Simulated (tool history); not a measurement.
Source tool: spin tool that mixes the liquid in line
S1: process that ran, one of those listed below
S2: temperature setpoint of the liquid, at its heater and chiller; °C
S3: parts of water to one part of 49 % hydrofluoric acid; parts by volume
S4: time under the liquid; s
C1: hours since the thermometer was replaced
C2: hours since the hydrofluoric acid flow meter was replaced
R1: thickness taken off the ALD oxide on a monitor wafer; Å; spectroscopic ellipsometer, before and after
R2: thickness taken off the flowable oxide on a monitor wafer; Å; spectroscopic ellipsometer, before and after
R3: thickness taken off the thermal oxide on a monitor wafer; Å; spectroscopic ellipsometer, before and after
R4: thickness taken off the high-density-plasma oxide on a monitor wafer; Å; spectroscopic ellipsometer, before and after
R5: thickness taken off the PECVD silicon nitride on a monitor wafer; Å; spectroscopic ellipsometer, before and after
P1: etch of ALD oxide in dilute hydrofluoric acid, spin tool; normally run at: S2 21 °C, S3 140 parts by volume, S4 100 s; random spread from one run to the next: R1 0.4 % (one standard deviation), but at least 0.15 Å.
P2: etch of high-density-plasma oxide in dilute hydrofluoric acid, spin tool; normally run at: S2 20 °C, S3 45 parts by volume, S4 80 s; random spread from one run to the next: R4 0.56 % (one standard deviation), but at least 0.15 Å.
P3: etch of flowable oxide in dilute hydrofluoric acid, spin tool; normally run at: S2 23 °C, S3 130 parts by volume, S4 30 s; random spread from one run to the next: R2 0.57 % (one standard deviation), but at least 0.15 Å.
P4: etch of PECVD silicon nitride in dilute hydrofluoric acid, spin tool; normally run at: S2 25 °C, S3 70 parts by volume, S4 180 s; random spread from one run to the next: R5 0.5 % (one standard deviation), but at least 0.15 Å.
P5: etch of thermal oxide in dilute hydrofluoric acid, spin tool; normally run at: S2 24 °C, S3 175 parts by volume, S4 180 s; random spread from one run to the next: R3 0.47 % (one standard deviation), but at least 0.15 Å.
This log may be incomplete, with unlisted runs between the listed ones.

{"run": 1, "hour": 7.2, "S1": "P1", "S2": 21, "S3": 140, "S4": 100, "C1": 793, "C2": 842.3, "R1": 63.831}
{"run": 2, "hour": 12.8, "S1": "P3", "S2": 23, "S3": 130, "S4": 30, "C1": 798.6, "C2": 847.9, "R2": 90.977}
{"run": 3, "hour": 22.7, "S1": "P1", "S2": 21, "S3": 50, "S4": 55, "C1": 808.5, "C2": 857.8, "R1": 108.6}
{"run": 4, "hour": 28.1, "S1": "P3", "S2": 17, "S3": 130, "S4": 30, "C1": 813.9, "C2": 863.2, "R2": 71.983}
{"run": 5, "hour": 36.4, "S1": "P1", "S2": 21, "S3": 140, "S4": 190, "C1": 822.2, "C2": 871.5, "R1": 120.05}
{"run": 6, "hour": 42.8, "S1": "P5", "S2": 24, "S3": 315, "S4": 180, "C1": 828.6, "C2": 877.9, "R3": 21.303}
{"run": 7, "hour": 52.7, "S1": "P2", "S2": 20, "S3": 45, "S4": 80, "C1": 838.5, "C2": 887.8, "R4": 86.11}
{"run": 8, "hour": 59.6, "S1": "P3", "S2": 23, "S3": 130, "S4": 30, "C1": 845.4, "C2": 894.7, "R2": 90.897}
{"run": 9, "hour": 70.4, "S1": "P5", "S2": 24, "S3": 175, "S4": 180, "C1": 856.2, "C2": 905.5, "R3": 44.449}
{"run": 10, "hour": 81.3, "S1": "P1", "S2": 21, "S3": 200, "S4": 100, "C1": 867.1, "C2": 916.4, "R1": 41.604}
{"run": 11, "hour": 91.7, "S1": "P1", "S2": 21, "S3": 140, "S4": 100, "C1": 877.5, "C2": 926.8, "R1": 63.372}
{"run": 12, "hour": 98.2, "S1": "P1", "S2": 21, "S3": 140, "S4": 100, "C1": 884, "C2": 933.3, "R1": 63.432}
{"run": 13, "hour": 108.8, "S1": "P2", "S2": 17, "S3": 45, "S4": 80, "C1": 894.6, "C2": 943.9, "R4": 76.557}
{"run": 14, "hour": 117.2, "S1": "P1", "S2": 21, "S3": 140, "S4": 15, "C1": 903, "C2": 952.3, "R1": 9.4662}
{"run": 15, "hour": 125.6, "S1": "P4", "S2": 25, "S3": 20, "S4": 180, "C1": 911.4, "C2": 960.7, "R5": 520.43}
{"run": 16, "hour": 135.4, "S1": "P1", "S2": 21, "S3": 140, "S4": 100, "C1": 921.2, "C2": 970.5, "R1": 63.849}
{"run": 17, "hour": 140.4, "S1": "P2", "S2": 20, "S3": 45, "S4": 135, "C1": 926.2, "C2": 975.5, "R4": 146.51}
{"run": 18, "hour": 149.0, "S1": "P5", "S2": 24, "S3": 175, "S4": 320, "C1": 934.8, "C2": 984.1, "R3": 78.174}
{"run": 19, "hour": 153.8, "S1": "P1", "S2": 21, "S3": 140, "S4": 100, "C1": 939.6, "C2": 988.9, "R1": 63.028}
{"run": 20, "hour": 159.4, "S1": "P1", "S2": 17.5, "S3": 55, "S4": 100, "C1": 945.2, "C2": 994.5, "R1": 152.59}
{"run": 21, "hour": 169.0, "S1": "P1", "S2": 17, "S3": 140, "S4": 100, "C1": 954.8, "C2": 1004.1, "R1": 53.727}
{"run": 22, "hour": 178.6, "S1": "P4", "S2": 25, "S3": 70, "S4": 180, "C1": 964.4, "C2": 1013.7, "R5": 152.6}
{"run": 23, "hour": 189.5, "S1": "P1", "S2": 25.5, "S3": 50, "S4": 100, "C1": 975.3, "C2": 1024.6, "R1": 236.42}
{"run": 24, "hour": 195.2, "S1": "P1", "S2": 28.5, "S3": 140, "S4": 100, "C1": 981, "C2": 1030.3, "R1": 84.296}
{"run": 25, "hour": 201.0, "S1": "P2", "S2": 20, "S3": 60, "S4": 80, "C1": 986.8, "C2": 1036.1, "R4": 64.235}
{"run": 26, "hour": 210.7, "S1": "P4", "S2": 20, "S3": 70, "S4": 180, "C1": 996.5, "C2": 1045.8, "R5": 110.41}
{"run": 27, "hour": 221.2, "S1": "P1", "S2": 21, "S3": 35, "S4": 100, "C1": 1007, "C2": 1056.3, "R1": 287.26}
{"run": 28, "hour": 229.2, "S1": "P3", "S2": 23, "S3": 175, "S4": 30, "C1": 1015, "C2": 1064.3, "R2": 65.213}
{"run": 29, "hour": 239.0, "S1": "P5", "S2": 28.5, "S3": 175, "S4": 180, "C1": 1024.8, "C2": 1074.1, "R3": 52.715}
{"run": 30, "hour": 250.2, "S1": "P4", "S2": 25, "S3": 70, "S4": 280, "C1": 1036, "C2": 1085.3, "R5": 241.42}
{"run": 31, "hour": 255.0, "S1": "P3", "S2": 23, "S3": 130, "S4": 60, "C1": 1040.8, "C2": 1090.1, "R2": 183.21}
{"run": 32, "hour": 260.4, "S1": "P1", "S2": 21, "S3": 140, "S4": 100, "C1": 1046.2, "C2": 1095.5, "R1": 63.754}
{"run": 33, "hour": 266.3, "S1": "P1", "S2": 21, "S3": 140, "S4": 100, "C1": 1052.1, "C2": 1101.4, "R1": 64.493}
{"run": 34, "hour": 274.7, "S1": "P1", "S2": 21, "S3": 140, "S4": 100, "C1": 1060.5, "C2": 1109.8, "R1": 65.794}
{"run": 35, "hour": 285.2, "S1": "P1", "S2": 21, "S3": 140, "S4": 100, "C1": 1071, "C2": 1120.3, "R1": 67.28}
{"run": 36, "hour": 295.3, "S1": "P1", "S2": 21, "S3": 140, "S4": 100, "C1": 1081.1, "C2": 1130.4, "R1": 67.763}
{"run": 37, "hour": 303.7, "S1": "P1", "S2": 21, "S3": 140, "S4": 100, "C1": 1089.5, "C2": 1138.8, "R1": 67.543}
{"run": 38, "hour": 314.3, "S1": "P1", "S2": 21, "S3": 140, "S4": 100, "C1": 1100.1, "C2": 1149.4, "R1": 68.423}
{"run": 39, "hour": 320.4, "S1": "P1", "S2": 21, "S3": 140, "S4": 100, "C1": 1106.2, "C2": 1155.5, "R1": 68.058}
{"run": 40, "hour": 327.7, "S1": "P1", "S2": 21, "S3": 140, "S4": 100, "C1": 1113.5, "C2": 1162.8, "R1": 67.423}
{"run": 41, "hour": 338.4, "S1": "P1", "S2": 21, "S3": 140, "S4": 100, "C1": 1124.2, "C2": 1173.5, "R1": 68.595}
{"run": 42, "hour": 345.2, "S1": "P1", "S2": 21, "S3": 140, "S4": 100, "C1": 1131, "C2": 1180.3, "R1": 68.455}

What P1 gives has crept away from where it was. These 2 causes fit the log equally well, each at the size given:
A: liquid hotter than its thermometer reads (K) = 1.96
B: hydrofluoric acid flow above the setpoint (%) = 6.94
The onset of the drift is placed at about hour 260.4.

Below are 4 check runs, each on a single wafer, with their results shown as question marks. Which of them would tell the listed causes apart, meaning the causes would give clearly different results under it?
{"run": "check 1", "hour": 352.0, "S1": "P5", "S2": 24, "S3": 175, "S4": 180, "R3": "?"}
{"run": "check 2", "hour": 352.0, "S1": "P2", "S2": 20, "S3": 45, "S4": 80, "R4": "?"}
{"run": "check 3", "hour": 352.0, "S1": "P4", "S2": 25, "S3": 70, "S4": 180, "R5": "?"}
{"run": "check 4", "hour": 352.0, "S1": "P3", "S2": 23, "S3": 130, "S4": 30, "R2": "?"}

Expected result of each check under each candidate cause:
check=check_1 result=R3 if_A=47.556 if_B=47.885
check=check_2 result=R4 if_A=94.768 if_B=93.61
check=check_3 result=R5 if_A=175.36 if_B=164.68
check=check_4 result=R2 if_A=99.053 if_B=99.139
Per check, the gap between the least separated pair of causes, taken in the result that splits them most: check 1 0.69 %; check 2 1.23 %; check 3 6.29 %; check 4 0.09 %
Check 3 is the one run that separates the causes; every other check would come out nearly the same whichever cause is at work.

Here is what check 3 returned: R5 173.75 Å. Which cause is it?

The correct cause is A, namely: liquid hotter than its thermometer reads (K).
